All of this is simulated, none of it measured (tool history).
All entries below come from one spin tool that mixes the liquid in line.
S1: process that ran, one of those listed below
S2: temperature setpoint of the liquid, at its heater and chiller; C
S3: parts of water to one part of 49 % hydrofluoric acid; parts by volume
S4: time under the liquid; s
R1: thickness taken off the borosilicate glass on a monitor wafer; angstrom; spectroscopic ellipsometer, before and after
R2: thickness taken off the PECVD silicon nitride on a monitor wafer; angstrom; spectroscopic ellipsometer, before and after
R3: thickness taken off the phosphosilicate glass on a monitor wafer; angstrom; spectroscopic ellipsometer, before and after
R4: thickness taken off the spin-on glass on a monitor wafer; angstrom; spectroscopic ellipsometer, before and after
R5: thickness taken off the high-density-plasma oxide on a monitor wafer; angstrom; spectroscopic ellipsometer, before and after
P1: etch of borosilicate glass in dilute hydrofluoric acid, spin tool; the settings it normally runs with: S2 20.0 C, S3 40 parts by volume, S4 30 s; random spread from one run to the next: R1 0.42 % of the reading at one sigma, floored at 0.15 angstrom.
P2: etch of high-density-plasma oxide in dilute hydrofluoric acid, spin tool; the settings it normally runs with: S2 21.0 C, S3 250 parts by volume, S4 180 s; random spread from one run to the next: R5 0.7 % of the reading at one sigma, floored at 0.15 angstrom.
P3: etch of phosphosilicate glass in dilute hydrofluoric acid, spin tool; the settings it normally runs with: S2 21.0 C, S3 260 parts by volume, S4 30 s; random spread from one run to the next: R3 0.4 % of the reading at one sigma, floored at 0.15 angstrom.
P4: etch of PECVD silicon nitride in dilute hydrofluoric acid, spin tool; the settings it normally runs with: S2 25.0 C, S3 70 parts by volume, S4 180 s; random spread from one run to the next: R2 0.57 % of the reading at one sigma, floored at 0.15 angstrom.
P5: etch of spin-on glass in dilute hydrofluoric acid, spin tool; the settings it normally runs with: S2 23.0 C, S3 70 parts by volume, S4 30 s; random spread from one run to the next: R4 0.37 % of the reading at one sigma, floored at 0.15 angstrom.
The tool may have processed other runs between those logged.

Run 1, hour 10.7: S1 P1, S2 20.0 C, S3 40 parts by volume, S4 30 s. Result: R1 202.79 angstrom.
Run 2, hour 20.2: S1 P4, S2 25.0 C, S3 70 parts by volume, S4 180 s. Result: R2 157.120 angstrom.
Run 3, hour 31.6: S1 P3, S2 21.0 C, S3 260 parts by volume, S4 30 s. Result: R3 127.060 angstrom.
Run 4, hour 43.2: S1 P5, S2 23.0 C, S3 20 parts by volume, S4 30 s. Result: R4 717.20 angstrom.
Run 5, hour 61.3: S1 P5, S2 23.0 C, S3 70 parts by volume, S4 30 s. Result: R4 191.20 angstrom.
Run 6, hour 73.3: S1 P3, S2 21.0 C, S3 260 parts by volume, S4 15 s. Result: R3 63.553 angstrom.
Run 7, hour 92.0: S1 P1, S2 27.5 C, S3 40 parts by volume, S4 30 s. Result: R1 277.15 angstrom.
Run 8, hour 106.5: S1 P5, S2 31.0 C, S3 70 parts by volume, S4 30 s. Result: R4 264.99 angstrom.
Run 9, hour 125.0: S1 P1, S2 20.0 C, S3 20 parts by volume, S4 15 s. Result: R1 206.53 angstrom.
Run 10, hour 137.3: S1 P1, S2 17.0 C, S3 40 parts by volume, S4 60 s. Result: R1 355.54 angstrom.
Run 11, hour 153.9: S1 P4, S2 25.0 C, S3 70 parts by volume, S4 50 s. Result: R2 43.997 angstrom.
Run 12, hour 172.8: S1 P1, S2 20.0 C, S3 40 parts by volume, S4 15 s. Result: R1 100.16 angstrom.
Run 13, hour 186.5: S1 P3, S2 21.0 C, S3 75 parts by volume, S4 30 s. Result: R3 531.800 angstrom.
Run 14, hour 203.3: S1 P4, S2 25.0 C, S3 70 parts by volume, S4 180 s. Result: R2 155.210 angstrom.
Run 15, hour 219.0: S1 P1, S2 17.0 C, S3 40 parts by volume, S4 30 s. Result: R1 176.36 angstrom.
Run 16, hour 230.9: S1 P1, S2 17.0 C, S3 65 parts by volume, S4 30 s. Result: R1 105.72 angstrom.
Run 17, hour 240.3: S1 P2, S2 26.0 C, S3 250 parts by volume, S4 180 s. Result: R5 39.658 angstrom.
Run 18, hour 255.1: S1 P1, S2 20.0 C, S3 40 parts by volume, S4 50 s. Result: R1 336.11 angstrom.
Run 19, hour 272.5: S1 P1, S2 20.0 C, S3 40 parts by volume, S4 30 s. Result: R1 202.03 angstrom.
Run 20, hour 281.6: S1 P1, S2 20.0 C, S3 40 parts by volume, S4 30 s. Result: R1 201.05 angstrom.
Run 21, hour 291.2: S1 P3, S2 17.0 C, S3 260 parts by volume, S4 30 s. Result: R3 109.290 angstrom.
Run 22, hour 301.7: S1 P4, S2 21.0 C, S3 70 parts by volume, S4 180 s. Result: R2 118.450 angstrom.
Run 23, hour 316.9: S1 P4, S2 25.0 C, S3 125 parts by volume, S4 180 s. Result: R2 87.786 angstrom.
Run 24, hour 326.3: S1 P2, S2 21.0 C, S3 50 parts by volume, S4 180 s. Result: R5 205.560 angstrom.
Run 25, hour 339.3: S1 P2, S2 21.0 C, S3 250 parts by volume, S4 180 s. Result: R5 33.263 angstrom.
Run 26, hour 349.5: S1 P1, S2 20.0 C, S3 40 parts by volume, S4 30 s. Result: R1 201.21 angstrom.
Run 27, hour 368.6: S1 P5, S2 23.0 C, S3 70 parts by volume, S4 45 s. Result: R4 287.97 angstrom.
Run 28, hour 379.1: S1 P1, S2 20.0 C, S3 55 parts by volume, S4 30 s. Result: R1 143.18 angstrom.
Run 29, hour 388.2: S1 P2, S2 21.0 C, S3 250 parts by volume, S4 345 s. Result: R5 62.955 angstrom.
Run 30, hour 397.3: S1 P1, S2 20.0 C, S3 25 parts by volume, S4 30 s. Result: R1 328.99 angstrom.
Run 31, hour 407.9: S1 P1, S2 20.0 C, S3 40 parts by volume, S4 30 s. Result: R1 201.52 angstrom.
Run 32, hour 427.1: S1 P1, S2 20.0 C, S3 40 parts by volume, S4 30 s. Result: R1 202.38 angstrom.
Run 33, hour 435.6: S1 P1, S2 20.0 C, S3 40 parts by volume, S4 30 s. Result: R1 198.25 angstrom.
Run 34, hour 447.2: S1 P1, S2 20.0 C, S3 40 parts by volume, S4 30 s. Result: R1 193.55 angstrom.
Run 35, hour 464.8: S1 P1, S2 20.0 C, S3 40 parts by volume, S4 30 s. Result: R1 190.40 angstrom.
Run 36, hour 481.8: S1 P1, S2 20.0 C, S3 40 parts by volume, S4 30 s. Result: R1 188.58 angstrom.
Run 37, hour 493.5: S1 P1, S2 20.0 C, S3 40 parts by volume, S4 30 s. Result: R1 187.94 angstrom.
Run 38, hour 505.9: S1 P1, S2 20.0 C, S3 40 parts by volume, S4 30 s. Result: R1 187.69 angstrom.
Run 39, hour 516.5: S1 P1, S2 20.0 C, S3 40 parts by volume, S4 30 s. Result: R1 185.35 angstrom.
Run 40, hour 526.1: S1 P1, S2 20.0 C, S3 40 parts by volume, S4 30 s. Result: R1 187.40 angstrom.
Run 41, hour 535.4: S1 P1, S2 20.0 C, S3 40 parts by volume, S4 30 s. Result: R1 186.45 angstrom.
Run 42, hour 553.3: S1 P1, S2 20.0 C, S3 40 parts by volume, S4 30 s. Result: R1 186.37 angstrom.

Something has made what P1 gives creep away from where it was; the 2 causes below, each at its own stated size, fit the log equally well:
A: hydrofluoric acid flow below the setpoint (%) = 7.5
B: liquid colder than its thermometer reads (K) = 1.91
The drift started at roughly hour 427.1.

Which of the 4 check runs listed below, each an average over 2 wafers with its results shown as question marks, gives clearly different results under the different listed causes?
Run check 1, hour 571.2: S1 P5, S2 30.5 C, S3 35 parts by volume, S4 30 s. Result: R4 ?.
Run check 2, hour 571.2: S1 P4, S2 25.0 C, S3 125 parts by volume, S4 75 s. Result: R2 ?.
Run check 3, hour 571.2: S1 P3, S2 21.0 C, S3 75 parts by volume, S4 15 s. Result: R3 ?.
Run check 4, hour 571.2: S1 P2, S2 21.0 C, S3 55 parts by volume, S4 180 s. Result: R5 ?.

Outcome of each check run for each possible cause:
  check  result     if A     if B
check 1      R4   502.46   505.59
check 2      R2   33.975   32.413
check 3      R3  245.850  247.190
check 4      R5  170.590  171.040
Per check, the gap between the least separated pair of causes, taken in the result that splits them most: check 1 0.62 %; check 2 4.71 %; check 3 0.54 %; check 4 0.26 %
Check 2 distinguishes between the causes, while the remaining checks would return nearly the same result for all of them.

Check 2 has now been run. It gave: R2 34.164 angstrom. Which of the candidate causes is it?

A is the cause: hydrofluoric acid flow below the setpoint (%).

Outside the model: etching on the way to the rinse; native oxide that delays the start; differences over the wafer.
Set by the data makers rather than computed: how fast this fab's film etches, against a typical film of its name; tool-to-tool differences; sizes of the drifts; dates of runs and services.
